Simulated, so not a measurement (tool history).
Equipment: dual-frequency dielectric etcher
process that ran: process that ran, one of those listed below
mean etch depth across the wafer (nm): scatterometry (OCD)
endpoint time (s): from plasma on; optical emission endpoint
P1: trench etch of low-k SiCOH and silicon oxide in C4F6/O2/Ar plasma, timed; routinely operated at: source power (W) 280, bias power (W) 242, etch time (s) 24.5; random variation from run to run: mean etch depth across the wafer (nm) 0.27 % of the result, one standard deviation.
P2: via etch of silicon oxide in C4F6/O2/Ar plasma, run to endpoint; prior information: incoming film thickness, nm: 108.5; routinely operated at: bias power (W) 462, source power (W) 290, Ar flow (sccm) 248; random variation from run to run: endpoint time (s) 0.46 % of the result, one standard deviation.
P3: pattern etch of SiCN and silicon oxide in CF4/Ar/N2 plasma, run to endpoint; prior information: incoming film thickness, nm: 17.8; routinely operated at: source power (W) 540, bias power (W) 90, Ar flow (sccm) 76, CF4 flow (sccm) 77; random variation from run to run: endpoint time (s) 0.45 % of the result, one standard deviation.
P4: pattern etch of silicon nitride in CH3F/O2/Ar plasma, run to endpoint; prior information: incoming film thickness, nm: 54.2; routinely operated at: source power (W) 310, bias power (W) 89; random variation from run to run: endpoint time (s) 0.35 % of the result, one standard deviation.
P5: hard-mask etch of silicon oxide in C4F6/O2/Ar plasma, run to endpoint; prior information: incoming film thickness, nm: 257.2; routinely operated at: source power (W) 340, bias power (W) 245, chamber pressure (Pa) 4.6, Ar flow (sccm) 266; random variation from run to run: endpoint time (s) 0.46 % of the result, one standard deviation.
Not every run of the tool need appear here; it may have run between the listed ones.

run   hour  process that ran  source power (W)  bias power (W)  etch time (s)  Ar flow (sccm)  CF4 flow (sccm)  chamber pressure (Pa)  mean etch depth across the wafer (nm)  endpoint time (s)
  1    7.8                P1               280             242           24.5                                                                                         75.278
  2   18.8                P2               290             462                            343                                                                                            27.935
  3   26.1                P3               760              90                             76               77                                                                           11.159
  4   35.8                P1               280             242           24.5                                                                                          75.26
  5   42.4                P3               540             113                             76               77                                                                           13.949
  6   50.6                P4               310              89                                                                                                                           78.764
  7   57.9                P1               280             242           24.5                                                                                          75.67
  8   70.4                P5               340             245                            342                                     4.6                                                    79.224
  9   82.4                P3               540              90                             76               93                                                                           14.777
 10   94.7                P2               370             462                            248                                                                                            24.501
 11  108.3                P4               440              89                                                                                                                           69.518
 12  114.9                P1               380             242           24.5                                                                                         84.834
 13  127.2                P1               170             242           24.5                                                                                         62.071
 14  134.1                P1               390             190           24.5                                                                                         79.088
 15  145.1                P5               340             245                            266                                    5.73                                                    79.838
 16  152.2                P1               280             149           24.5                                                                                         64.346
 17    160                P1               280             296           24.5                                                                                         80.592
     165.2  -- source power generator calibrated
 18  171.5                P2               290             319                            248                                                                                            30.803
 19  181.9                P1               220             185           24.5                                                                                         62.521
 20  188.6                P1               280             242           24.5                                                                                         75.075
 21  199.5                P1               280             242           13.5                                                                                         41.486
 22    211                P2               290             462                            248                                                                                             26.85
 23  217.6                P3               540              90                             45               77                                                                           14.096
 24  228.9                P4               310             116                                                                                                                           71.255
 25  239.3                P1               280             242             36                                                                                         110.89
 26  252.1                P1               280             242           24.5                                                                                         75.103
 27  265.7                P5               340             245                            266                                     4.6                                                    77.301
 28  275.5                P3               540              90                             76               77                                                                           15.143
 29    286                P3               540              90                             76               77                                                                           15.064
 30  293.4                P5               410             245                            266                                     4.6                                                    72.444
 31  306.1                P5               340             245                            266                                     4.6                                                    77.536
 32  319.5                P5               340             319                            266                                     4.6                                                    70.213
 33  331.3                P1               280             242           24.5                                                                                         75.243
 34    345                P1               280             242           24.5                                                                                         74.816
 35  351.4                P1               280             242           24.5                                                                                         74.813
 36  365.2                P1               280             242           24.5                                                                                           74.6
 37  374.5                P1               280             242           24.5                                                                                         74.168
 38    382                P1               280             242           24.5                                                                                          74.27
     388.8  -- wet clean of the chamber
 39  395.2                P1               280             242           24.5                                                                                          74.29
 40  408.7                P1               280             242           24.5                                                                                          74.17
 41  420.8                P1               280             242           24.5                                                                                         74.133
 42  430.9                P1               280             242           24.5                                                                                         74.195

P1 no longer gives what it gave before; its output has crept away from where it was. The following 2 causes, each at its listed size, fit the log equally well:
A: source power that arrives under what is set, % = 4.18
B: bias power that arrives under what is set, % = 4.64
The process output started creeping at around hour 331.3.
Every other cause this tool's parts could produce, and why it does not fit the log:
chamber walls in a state that lowers the etch rate, %: work on it at hour 388.8, done after the drift set in, did not restore what the process gave before

Below are 4 check runs, each averaged over 3 wafers, with their results shown as question marks. Which of them would give clearly different results depending on which cause is behind the drift?
check 1   441                P5               340             245                            266                                     4.6                                                         ?
check 2   441                P4               310              89                                                                                                                                ?
check 3   441                P2               290             462                            248                                                                                                 ?
check 4   441                P3               540              90                             76               77                                                                                ?

Predicted outcomes, by check and by cause:
  check             result    if A    if B
check 1  endpoint time (s)   78.66  78.644
check 2  endpoint time (s)  79.855  79.963
check 3  endpoint time (s)  27.347  27.404
check 4  endpoint time (s)  15.667  15.325
Separation of the two closest causes in each check, using whichever result separates them best: check 1 0.02 %; check 2 0.14 %; check 3 0.21 %; check 4 2.21 %
Only check 4 tells the causes apart: in the others they would give nearly the same result.

Check 4 has now been run. It gave: endpoint time (s) 15.71. Which of the candidate causes is it?

A is the cause: source power that arrives under what is set, %.
